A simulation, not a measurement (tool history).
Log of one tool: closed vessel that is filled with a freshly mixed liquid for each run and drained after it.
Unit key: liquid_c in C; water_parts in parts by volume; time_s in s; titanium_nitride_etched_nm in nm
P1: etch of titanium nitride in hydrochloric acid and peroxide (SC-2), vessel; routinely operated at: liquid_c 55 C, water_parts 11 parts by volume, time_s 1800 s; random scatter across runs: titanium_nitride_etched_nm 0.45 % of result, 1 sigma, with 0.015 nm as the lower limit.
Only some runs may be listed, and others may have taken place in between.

run 1 hour=8.8 | liquid_c=55 water_parts=11 time_s=1800 | titanium_nitride_etched_nm=47.298
run 2 hour=16.1 | liquid_c=55 water_parts=6 time_s=610 | titanium_nitride_etched_nm=26.054
run 3 hour=24.1 | liquid_c=55 water_parts=11 time_s=1800 | titanium_nitride_etched_nm=47.243
run 4 hour=29.2 | liquid_c=55 water_parts=4 time_s=1800 | titanium_nitride_etched_nm=102.13
run 5 hour=34 | liquid_c=55 water_parts=18.5 time_s=1800 | titanium_nitride_etched_nm=30.209
run 6 hour=40.1 | liquid_c=67.5 water_parts=11 time_s=1800 | titanium_nitride_etched_nm=102.12
run 7 hour=47.4 | liquid_c=41 water_parts=11 time_s=1800 | titanium_nitride_etched_nm=18.235
run 8 hour=56.4 | liquid_c=55 water_parts=11 time_s=2985 | titanium_nitride_etched_nm=78.061
run 9 hour=63.2 | liquid_c=55 water_parts=11 time_s=1800 | titanium_nitride_etched_nm=46.789
run 10 hour=68.4 | liquid_c=68.5 water_parts=4 time_s=1800 | titanium_nitride_etched_nm=234.48
run 11 hour=76 | liquid_c=55 water_parts=11 time_s=1800 | titanium_nitride_etched_nm=47.309
run 12 hour=85 | liquid_c=55 water_parts=11 time_s=1800 | titanium_nitride_etched_nm=47.013
run 13 hour=90 | liquid_c=55 water_parts=19.5 time_s=1050 | titanium_nitride_etched_nm=16.605
run 14 hour=97.6 | liquid_c=55 water_parts=11 time_s=40 | titanium_nitride_etched_nm=1.042
run 15 hour=105.4 | liquid_c=55 water_parts=11 time_s=1800 | titanium_nitride_etched_nm=47.282
run 16 hour=110.9 | liquid_c=55 water_parts=11 time_s=1800 | titanium_nitride_etched_nm=48.993

Estimate the outcome of run 17 from the log above:
run 17 hour=117 | liquid_c=55 water_parts=11 time_s=1800 | titanium_nitride_etched_nm=?

titanium_nitride_etched_nm: 50.061 nm
